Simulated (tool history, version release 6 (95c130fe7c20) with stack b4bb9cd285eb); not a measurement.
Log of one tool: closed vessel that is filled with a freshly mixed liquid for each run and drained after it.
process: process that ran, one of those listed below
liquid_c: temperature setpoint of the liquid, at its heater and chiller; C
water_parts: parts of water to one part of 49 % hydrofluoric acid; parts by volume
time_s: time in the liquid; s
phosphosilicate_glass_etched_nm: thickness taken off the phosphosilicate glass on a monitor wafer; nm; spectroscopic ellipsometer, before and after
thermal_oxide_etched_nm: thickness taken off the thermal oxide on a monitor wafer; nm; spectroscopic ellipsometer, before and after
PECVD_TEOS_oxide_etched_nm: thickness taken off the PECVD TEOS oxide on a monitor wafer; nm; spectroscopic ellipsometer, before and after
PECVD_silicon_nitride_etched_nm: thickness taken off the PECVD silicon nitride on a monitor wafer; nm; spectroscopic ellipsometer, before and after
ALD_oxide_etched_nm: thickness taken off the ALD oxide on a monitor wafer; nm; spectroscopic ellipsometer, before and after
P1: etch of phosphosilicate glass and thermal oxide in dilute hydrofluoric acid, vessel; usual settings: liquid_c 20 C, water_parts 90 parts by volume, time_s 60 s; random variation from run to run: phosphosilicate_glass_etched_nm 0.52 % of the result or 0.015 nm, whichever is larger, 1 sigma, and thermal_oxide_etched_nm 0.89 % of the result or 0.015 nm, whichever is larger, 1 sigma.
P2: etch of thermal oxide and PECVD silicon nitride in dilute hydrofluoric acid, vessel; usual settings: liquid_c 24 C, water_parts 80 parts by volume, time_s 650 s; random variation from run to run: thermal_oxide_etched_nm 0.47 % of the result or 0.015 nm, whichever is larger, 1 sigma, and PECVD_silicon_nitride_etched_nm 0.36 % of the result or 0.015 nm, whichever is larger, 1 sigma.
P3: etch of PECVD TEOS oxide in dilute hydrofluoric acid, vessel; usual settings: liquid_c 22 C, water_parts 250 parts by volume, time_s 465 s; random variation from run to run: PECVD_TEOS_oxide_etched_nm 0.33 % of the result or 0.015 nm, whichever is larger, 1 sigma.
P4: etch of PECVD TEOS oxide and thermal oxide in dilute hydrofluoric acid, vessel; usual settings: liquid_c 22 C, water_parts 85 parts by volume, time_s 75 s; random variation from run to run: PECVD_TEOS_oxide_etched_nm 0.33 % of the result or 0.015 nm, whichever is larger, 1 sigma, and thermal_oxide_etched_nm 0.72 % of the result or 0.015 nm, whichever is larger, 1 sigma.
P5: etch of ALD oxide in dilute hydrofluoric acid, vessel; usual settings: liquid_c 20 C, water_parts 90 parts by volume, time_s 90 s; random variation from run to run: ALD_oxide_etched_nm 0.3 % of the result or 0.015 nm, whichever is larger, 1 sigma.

run,hour,process,liquid_c,water_parts,time_s,hours since the thermometer was replaced,hours since the hydrofluoric acid flow meter was replaced,phosphosilicate_glass_etched_nm,thermal_oxide_etched_nm,PECVD_TEOS_oxide_etched_nm,PECVD_silicon_nitride_etched_nm,ALD_oxide_etched_nm
1,6.3,P1,20,90,60,1186.9,139.8,71.957,2.5516,,,
2,11.7,P4,22,85,150,1192.3,145.2,,7.5905,23.539,,
3,18.8,P4,22,85,75,1199.4,152.3,,3.7854,11.766,,
4,25.7,P2,24,130,650,1206.3,159.2,,22.804,,9.5488,
5,29.5,P4,22,115,75,1210.1,163,,2.7942,8.3721,,
6,34.1,P1,20,90,60,1214.7,167.6,72.166,2.5936,,,
7,39.5,P3,27,250,465,1220.1,173,,,16.984,,
8,46.4,P3,22,250,925,1227,179.9,,,28.405,,
9,50.6,P4,17,85,75,1231.2,184.1,,3.1069,9.4993,,
10,57.6,P3,22,250,465,1238.2,191.1,,,14.311,,
11,64.5,P1,20,90,30,1245.1,198,35.856,1.2973,,,
12,71.2,P5,20,90,35,1251.8,204.7,,,,,3.2394
13,79.4,P1,20,90,60,1260,212.9,71.669,2.547,,,
14,83.1,P1,26,90,90,1263.7,216.6,137.65,5.0021,,,
15,86.9,P1,20,165,60,1267.5,220.4,35.994,1.3037,,,
16,91.8,P2,24,80,650,1272.4,225.3,,39.047,,15.4,
17,96.7,P3,22,250,465,1277.3,230.2,,,14.237,,
18,104,P1,20,90,60,1284.6,237.5,71.569,2.5769,,,
19,111.8,P1,20,90,60,1292.4,245.3,71.536,2.5901,,,
20,116,P2,17,80,650,1296.6,249.5,,29.595,,9.5627,
21,120.3,P1,27,90,60,1300.9,253.8,94.596,3.4885,,,
22,128.3,P5,20,45,90,1308.9,261.8,,,,,17.597
23,132.6,P2,24,80,650,1313.2,266.1,,39.668,,15.375,
24,139.3,P5,17,90,90,1319.9,272.8,,,,,7.3313
25,143,P3,22,40,465,1323.6,276.5,,,113.2,,
26,150.6,P1,20,90,60,1331.2,284.1,72.918,2.622,,,
27,154.5,P1,20,90,100,1335.1,288,119.17,4.3421,,,
28,159,P1,17,90,60,1339.6,292.5,63.205,2.2587,,,
29,165.4,P2,24,80,260,1346,298.9,,15.875,,6.1967,
30,169.8,P5,20,90,90,1350.4,303.3,,,,,8.2808
31,175.4,P1,20,40,60,1356,308.9,169.85,6.1573,,,
32,180.5,P1,20,90,60,1361.1,314,71.852,2.554,,,
33,186.9,P1,20,90,60,1367.5,320.4,74.292,2.7193,,,
34,192.8,P1,20,90,60,1373.4,326.3,75.942,2.7405,,,
35,198.3,P1,20,90,60,1378.9,331.8,76.642,2.7793,,,
36,204.6,P1,20,90,60,1385.2,338.1,77.264,2.7954,,,
37,208.6,P1,20,90,60,1389.2,342.1,78.083,2.7836,,,
38,216.4,P1,20,90,60,1397,349.9,76.622,2.8153,,,

What P1 gives has crept away from where it was. These 2 causes fit the log equally well, each at the size given:
A: hydrofluoric acid flow above the setpoint (%) = 6.77
B: liquid hotter than its thermometer reads (K) = 1.76
The creep began at about hour 180.5.

4 check runs are offered, one wafer each, their results left as question marks. Which one tells the causes apart?
check 1,224.2,P4,17,85,75,,,,?,?,,
check 2,224.2,P5,17,90,90,,,,,,,?
check 3,224.2,P2,17,130,650,,,,?,,?,
check 4,224.2,P3,25,100,465,,,,,?,,

What each check would give under each cause:
check,result,if A,if B
check 1,thermal_oxide_etched_nm,3.3371,3.3473
check 1,PECVD_TEOS_oxide_etched_nm,10.236,10.268
check 2,ALD_oxide_etched_nm,7.8882,7.9081
check 3,thermal_oxide_etched_nm,18.629,18.604
check 3,PECVD_silicon_nitride_etched_nm,6.3293,6.7028
check 4,PECVD_TEOS_oxide_etched_nm,50.905,50.653
How far apart the two closest causes lie, in the result that separates them most: check 1 0.31 %; check 2 0.25 %; check 3 5.73 %; check 4 0.5 %
Only check 3 tells the causes apart: in the others they would give nearly the same result.

Check 3 was then run and gave: thermal_oxide_etched_nm 18.658 nm; PECVD_silicon_nitride_etched_nm 6.3723 nm. Which cause is it?

It is A: hydrofluoric acid flow above the setpoint (%).
